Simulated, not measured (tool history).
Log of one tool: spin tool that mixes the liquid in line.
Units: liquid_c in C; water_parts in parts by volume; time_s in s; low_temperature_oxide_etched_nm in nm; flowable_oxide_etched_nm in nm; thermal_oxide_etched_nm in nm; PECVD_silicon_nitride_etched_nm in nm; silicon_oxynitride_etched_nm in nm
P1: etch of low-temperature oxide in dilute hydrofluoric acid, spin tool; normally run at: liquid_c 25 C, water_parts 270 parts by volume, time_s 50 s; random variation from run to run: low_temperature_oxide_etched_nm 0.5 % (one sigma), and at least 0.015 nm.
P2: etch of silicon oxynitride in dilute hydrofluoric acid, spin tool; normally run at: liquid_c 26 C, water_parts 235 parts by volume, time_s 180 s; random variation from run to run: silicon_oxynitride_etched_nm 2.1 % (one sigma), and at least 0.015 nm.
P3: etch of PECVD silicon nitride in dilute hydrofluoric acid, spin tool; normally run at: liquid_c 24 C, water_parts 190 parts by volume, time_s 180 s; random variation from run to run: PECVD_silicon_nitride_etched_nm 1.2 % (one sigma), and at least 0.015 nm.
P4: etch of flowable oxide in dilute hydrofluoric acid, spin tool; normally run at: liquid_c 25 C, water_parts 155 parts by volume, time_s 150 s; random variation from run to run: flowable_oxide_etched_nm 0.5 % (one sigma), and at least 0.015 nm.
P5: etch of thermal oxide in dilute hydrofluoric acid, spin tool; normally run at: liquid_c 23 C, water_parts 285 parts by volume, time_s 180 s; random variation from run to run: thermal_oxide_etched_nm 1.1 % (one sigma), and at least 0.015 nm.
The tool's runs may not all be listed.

run	day	process	liquid_c	water_parts	time_s	hours since the thermometer was replaced	hours since the hydrofluoric acid flow meter was replaced	low_temperature_oxide_etched_nm	flowable_oxide_etched_nm	thermal_oxide_etched_nm	PECVD_silicon_nitride_etched_nm	silicon_oxynitride_etched_nm
1	0.175	P1	25	270	50	1800.6	474.4	4.1556				
2	0.408	P1	25	45	50	1806.2	480	32.437				
3	0.596	P4	25	155	150	1810.7	484.5		31.049			
4	0.842	P1	19.5	270	50	1816.6	490.4	3.4095				
5	1.046	P4	25	155	290	1821.5	495.3		59.368			
6	1.183	P5	23	285	15	1824.8	498.6			0.17911		
7	1.333	P3	24	190	180	1828.4	502.2				2.2081	
8	1.467	P5	23	285	180	1831.6	505.4			2.3448		
9	1.671	P4	17	155	150	1836.5	510.3		22.402			
10	1.9	P1	29	270	50	1842	515.8	4.78				
11	2.121	P3	24	190	265	1847.3	521.1				3.2325	
12	2.254	P1	28.5	270	15	1850.5	524.3	1.4118				
13	2.421	P1	25	270	50	1854.5	528.3	4.1552				
14	2.558	P3	24	350	180	1857.8	531.6				1.1479	
15	2.75	P2	26	340	180	1862.4	536.2					0.85779
16	2.954	P4	25	155	150	1867.3	541.1		30.492			
17	3.1	P1	25	490	50	1870.8	544.6	1.8822				
18	3.212	P5	28	285	180	1873.5	547.3			2.847		
19	3.404	P1	25	270	80	1878.1	551.9	6.6246				
20	3.55	P2	34	235	180	1881.6	555.4					1.7838
21	3.729	P2	26	235	335	1885.9	559.7					2.5121
22	3.975	P5	23	450	180	1891.8	565.6			1.2934		
# day 4.042: thermometer replaced
23	4.208	P1	25	140	15	4	571.2	2.7721				
24	4.454	P1	25	270	50	9.9	577.1	4.1655				
25	4.671	P2	26	235	180	15.1	582.3					1.278
26	4.917	P1	25	270	50	21	588.2	4.2316				
27	5.154	P1	25	270	25	26.7	593.9	2.1				
28	5.325	P4	25	260	150	30.8	598		16.456			
29	5.579	P1	25	270	50	36.9	604.1	4.1223				
30	5.804	P3	32	190	180	42.3	609.5				3.5571	
31	6	P1	25	270	50	47	614.2	4.1187				
32	6.112	P1	25	270	50	49.7	616.9	4.2492				
33	6.275	P1	25	270	50	53.6	620.8	4.3703				
34	6.417	P1	25	270	50	57	624.2	4.4073				
35	6.662	P1	25	270	50	62.9	630.1	4.463				
36	6.875	P1	25	270	50	68	635.2	4.4813				
37	7.012	P1	25	270	50	71.3	638.5	4.4965				

What P1 gives has crept away from where it was. These 2 causes fit the log equally well, each at the size given:
A: hydrofluoric acid flow above the setpoint (%) = 5.74
B: liquid hotter than its thermometer reads (K) = 2.06
The creep began at about day 6.

4 check runs are offered, each on 3 wafers whose results are averaged, their results left as question marks. Which one tells the causes apart?
check 1	7.15	P3	24	310	180						?	
check 2	7.15	P4	25	260	150				?			
check 3	7.15	P2	33.5	235	255							?
check 4	7.15	P5	23	370	20					?		

What each check would give under each cause:
check	result	if A	if B
check 1	PECVD_silicon_nitride_etched_nm	1.4237	1.525
check 2	flowable_oxide_etched_nm	17.541	17.559
check 3	silicon_oxynitride_etched_nm	2.7505	2.7847
check 4	thermal_oxide_etched_nm	0.20171	0.20065
How far apart the two closest causes lie, in the result that separates them most: check 1 6.87 %; check 2 0.11 %; check 3 1.23 %; check 4 0.53 %
Check 1 tells the causes apart: in the others they would give nearly the same result.

Check 1 was then run and gave: PECVD_silicon_nitride_etched_nm 1.5156 nm. Which cause is it?

It is B: liquid hotter than its thermometer reads (K).

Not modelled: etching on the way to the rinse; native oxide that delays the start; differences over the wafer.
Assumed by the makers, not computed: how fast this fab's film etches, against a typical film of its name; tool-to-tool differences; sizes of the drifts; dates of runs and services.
